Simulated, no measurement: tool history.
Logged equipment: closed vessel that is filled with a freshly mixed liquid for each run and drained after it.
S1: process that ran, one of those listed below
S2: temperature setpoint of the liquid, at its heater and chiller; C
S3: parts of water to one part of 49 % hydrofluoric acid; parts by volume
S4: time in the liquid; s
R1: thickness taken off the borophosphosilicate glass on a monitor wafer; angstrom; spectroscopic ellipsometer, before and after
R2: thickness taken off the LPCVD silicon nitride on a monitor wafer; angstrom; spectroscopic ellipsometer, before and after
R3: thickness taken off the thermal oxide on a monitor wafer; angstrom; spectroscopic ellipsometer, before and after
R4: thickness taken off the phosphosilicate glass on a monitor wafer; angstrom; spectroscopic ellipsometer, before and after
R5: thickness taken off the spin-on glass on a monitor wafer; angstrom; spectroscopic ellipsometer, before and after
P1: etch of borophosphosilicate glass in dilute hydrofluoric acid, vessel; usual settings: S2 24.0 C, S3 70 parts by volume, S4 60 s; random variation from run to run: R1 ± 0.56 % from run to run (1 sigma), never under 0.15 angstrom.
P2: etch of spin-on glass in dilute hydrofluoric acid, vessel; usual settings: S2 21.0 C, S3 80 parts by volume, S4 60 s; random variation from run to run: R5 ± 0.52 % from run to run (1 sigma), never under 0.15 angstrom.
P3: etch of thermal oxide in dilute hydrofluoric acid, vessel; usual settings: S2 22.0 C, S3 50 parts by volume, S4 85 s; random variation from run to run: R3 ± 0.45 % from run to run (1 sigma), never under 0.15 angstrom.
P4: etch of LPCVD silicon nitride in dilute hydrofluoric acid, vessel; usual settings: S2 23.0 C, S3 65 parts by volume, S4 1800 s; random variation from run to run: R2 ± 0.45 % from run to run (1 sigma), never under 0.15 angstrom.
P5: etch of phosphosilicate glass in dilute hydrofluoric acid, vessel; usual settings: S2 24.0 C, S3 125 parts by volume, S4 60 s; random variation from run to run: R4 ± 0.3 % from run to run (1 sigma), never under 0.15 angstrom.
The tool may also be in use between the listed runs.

run,hour,S1,S2,S3,S4,R1,R2,R3,R4,R5
1,8.9,P1,24.0,70,60,324.530,,,,
2,24.1,P4,23.0,65,1800,,133.270,,,
3,31.7,P1,24.0,125,30,84.993,,,,
4,41.0,P3,28.0,50,85,,,102.160,,
5,49.5,P4,23.0,65,1800,,133.910,,,
6,60.1,P4,23.0,95,1800,,92.792,,,
7,71.5,P1,24.0,125,60,169.280,,,,
8,85.1,P1,24.0,70,60,326.060,,,,
9,102.0,P3,22.0,50,85,,,80.545,,
10,113.3,P1,24.0,70,60,326.860,,,,
11,130.3,P5,19.0,125,60,,,,230.02,
12,138.4,P5,24.0,125,60,,,,280.07,
13,150.8,P1,18.5,70,60,257.910,,,,
14,159.8,P1,24.0,70,60,325.320,,,,
15,171.0,P5,24.0,125,85,,,,399.27,
16,180.0,P2,21.0,20,60,,,,,1251.70
17,191.3,P2,17.0,80,60,,,,,247.24
18,201.7,P4,27.5,65,1800,,180.440,,,
19,213.0,P1,24.0,30,60,795.700,,,,
20,221.5,P1,31.0,70,60,426.470,,,,
21,232.7,P3,22.0,50,30,,,28.479,,
22,243.6,P1,18.0,70,95,399.770,,,,
23,257.2,P1,24.0,70,60,325.500,,,,
24,273.2,P3,22.0,50,85,,,80.223,,
25,289.8,P1,24.0,70,30,161.040,,,,
26,298.8,P2,21.0,80,60,,,,,291.79
27,311.4,P5,24.0,215,60,,,,147.59,
28,328.3,P2,21.0,80,115,,,,,560.14
29,343.6,P1,24.0,70,115,619.120,,,,
30,360.7,P5,24.0,125,60,,,,280.21,
31,373.9,P3,22.0,75,85,,,51.493,,
32,387.4,P4,23.0,65,935,,69.584,,,
33,396.8,P1,24.0,70,60,324.290,,,,
34,410.9,P1,24.0,70,60,316.900,,,,
35,425.9,P1,24.0,70,60,312.580,,,,
36,435.6,P1,24.0,70,60,308.860,,,,
37,446.2,P1,24.0,70,60,303.790,,,,
38,461.5,P1,24.0,70,60,303.960,,,,
39,477.9,P1,24.0,70,60,304.570,,,,
40,488.1,P1,24.0,70,60,303.480,,,,
41,501.5,P1,24.0,70,60,305.180,,,,
42,510.1,P1,24.0,70,60,303.220,,,,
43,518.3,P1,24.0,70,60,304.370,,,,
44,527.6,P1,24.0,70,60,305.580,,,,

Something has made what P1 gives creep away from where it was; the 2 causes below, each at its own stated size, fit the log equally well:
A: hydrofluoric acid flow below the setpoint (%) = 6.03
B: liquid colder than its thermometer reads (K) = 1.67
The process output started creeping at around hour 396.8.

Which of the 4 check runs listed below separates the causes, so that each cause would produce a clearly different result? Each run uses one wafer, and its results are marked with question marks.
check 1,536.9,P4,23.0,65,1800,,?,,,
check 2,536.9,P5,24.0,125,60,,,,?,
check 3,536.9,P3,22.0,50,85,,,?,,
check 4,536.9,P2,21.0,80,60,,,,,?

What each check would give under each cause:
check,result,if A,if B
check 1,R2,126.310,119.860
check 2,R4,261.96,263.57
check 3,R3,75.133,74.832
check 4,R5,271.91,271.58
Separation of the two closest causes in each check, using whichever result separates them best: check 1 5.24 %; check 2 0.61 %; check 3 0.4 %; check 4 0.12 %
Only check 1 tells the causes apart: in the others they would give nearly the same result.

The results of check 1 are: R2 119.390 angstrom. Based on these, which of the listed causes is it?

The correct cause is B, namely: liquid colder than its thermometer reads (K).
